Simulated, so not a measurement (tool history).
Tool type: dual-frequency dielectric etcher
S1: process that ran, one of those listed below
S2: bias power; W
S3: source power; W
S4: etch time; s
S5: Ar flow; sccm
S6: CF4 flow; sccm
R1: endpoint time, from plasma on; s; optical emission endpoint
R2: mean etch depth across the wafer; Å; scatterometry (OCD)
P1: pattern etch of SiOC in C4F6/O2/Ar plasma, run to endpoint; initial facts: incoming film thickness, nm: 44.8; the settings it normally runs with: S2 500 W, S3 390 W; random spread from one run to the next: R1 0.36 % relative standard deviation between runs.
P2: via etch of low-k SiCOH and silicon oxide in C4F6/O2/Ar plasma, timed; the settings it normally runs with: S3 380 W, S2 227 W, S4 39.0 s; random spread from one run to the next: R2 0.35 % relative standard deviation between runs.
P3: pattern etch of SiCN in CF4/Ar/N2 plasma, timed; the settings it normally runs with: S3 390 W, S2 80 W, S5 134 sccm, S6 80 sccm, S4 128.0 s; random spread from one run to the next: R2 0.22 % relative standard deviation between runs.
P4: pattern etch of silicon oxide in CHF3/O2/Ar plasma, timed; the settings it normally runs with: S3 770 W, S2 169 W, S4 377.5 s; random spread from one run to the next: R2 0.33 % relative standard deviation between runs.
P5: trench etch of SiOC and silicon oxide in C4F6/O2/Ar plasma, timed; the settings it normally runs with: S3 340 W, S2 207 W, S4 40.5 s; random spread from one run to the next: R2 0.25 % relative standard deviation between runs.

run,hour,S1,S2,S3,S4,S5,S6,R1,R2
1,18.4,P1,500,390,,,,15.186,
2,34.8,P4,214,770,377.5,,,,8521.00
3,46.8,P3,80,390,128.0,97,80,,1034.50
4,64.1,P1,632,520,,,,12.513,
5,72.7,P3,48,390,128.0,134,80,,830.60
6,82.0,P2,227,540,39.0,,,,1107.00
7,100.7,P5,207,340,40.5,,,,774.52
# hour 106.7: source power generator calibrated
8,118.5,P2,147,380,39.0,,,,849.28
9,129.8,P1,500,280,,,,17.273,
10,143.9,P1,643,390,,,,13.735,
11,156.1,P2,227,380,39.0,,,,976.86
12,166.4,P1,500,390,,,,15.164,
13,185.0,P3,80,390,169.5,134,80,,1306.50
# hour 193.0: wet clean of the chamber
14,198.9,P1,500,390,,,,15.140,
15,217.2,P5,207,340,52.0,,,,993.94
16,227.3,P1,500,390,,,,15.170,
17,242.9,P5,144,340,40.5,,,,693.38
18,256.2,P3,80,540,128.0,134,80,,1312.60
19,264.8,P1,500,550,,,,13.416,
20,281.6,P1,395,530,,,,14.907,
21,298.8,P5,207,470,40.5,,,,877.82
22,308.1,P3,80,390,128.0,134,80,,985.98
23,319.0,P4,169,770,377.5,,,,7935.40
24,331.3,P1,392,390,,,,16.651,
25,344.9,P2,227,380,39.0,,,,974.54
26,353.9,P4,169,770,377.5,,,,7934.10
27,362.5,P4,169,500,377.5,,,,6698.30
28,371.6,P3,80,390,128.0,134,80,,986.17
29,386.3,P4,169,770,508.5,,,,10630.00
30,398.3,P3,80,390,128.0,134,109,,1034.30
31,415.8,P2,227,380,21.5,,,,539.49
32,434.1,P1,500,390,,,,15.220,
33,444.9,P1,500,390,,,,15.263,
34,459.7,P1,500,390,,,,15.432,
35,474.4,P1,500,390,,,,15.349,
36,484.8,P1,500,390,,,,15.416,
# hour 492.2: wet clean of the chamber
37,498.1,P1,500,390,,,,15.501,
38,513.3,P1,500,390,,,,15.362,
39,525.7,P1,500,390,,,,15.503,
40,534.4,P1,500,390,,,,15.534,
41,544.5,P1,500,390,,,,15.409,

P1 no longer gives what it gave before; its output has crept away from where it was. The following 2 causes, each at its listed size, fit the log equally well:
A: source power that arrives under what is set, % = 4.82
B: bias power that arrives under what is set, % = 4.77
The creep began at about hour 434.1.
Each remaining cause and why it is not a fit:
chamber walls in a state that lowers the etch rate, %: was serviced at hour 492.2, once the creep was under way, yet the earlier output never came back

4 check runs are offered, one wafer each, their results left as question marks. Which one tells the causes apart?
check 1,554.6,P2,157,380,30.0,,,,?
check 2,554.6,P4,169,630,377.5,,,,?
check 3,554.6,P5,161,340,40.5,,,,?
check 4,554.6,P3,51,390,128.0,134,80,,?

If the cause were each of the candidates in turn, the checks would give the following:
check,result,if A,if B
check 1,R2,652.81,655.70
check 2,R2,7182.40,7203.10
check 3,R2,701.47,704.34
check 4,R2,808.40,830.84
Minimum pairwise separation of causes per check, each pair taken at its best-separating result: check 1 0.44 %; check 2 0.29 %; check 3 0.41 %; check 4 2.74 %
Only in check 4 would the causes give clearly different results; in the remaining checks their results would be nearly the same.

Check 4 was then run and gave: R2 829.71 Å. Which cause is it?

The cause is B: bias power that arrives under what is set, %.

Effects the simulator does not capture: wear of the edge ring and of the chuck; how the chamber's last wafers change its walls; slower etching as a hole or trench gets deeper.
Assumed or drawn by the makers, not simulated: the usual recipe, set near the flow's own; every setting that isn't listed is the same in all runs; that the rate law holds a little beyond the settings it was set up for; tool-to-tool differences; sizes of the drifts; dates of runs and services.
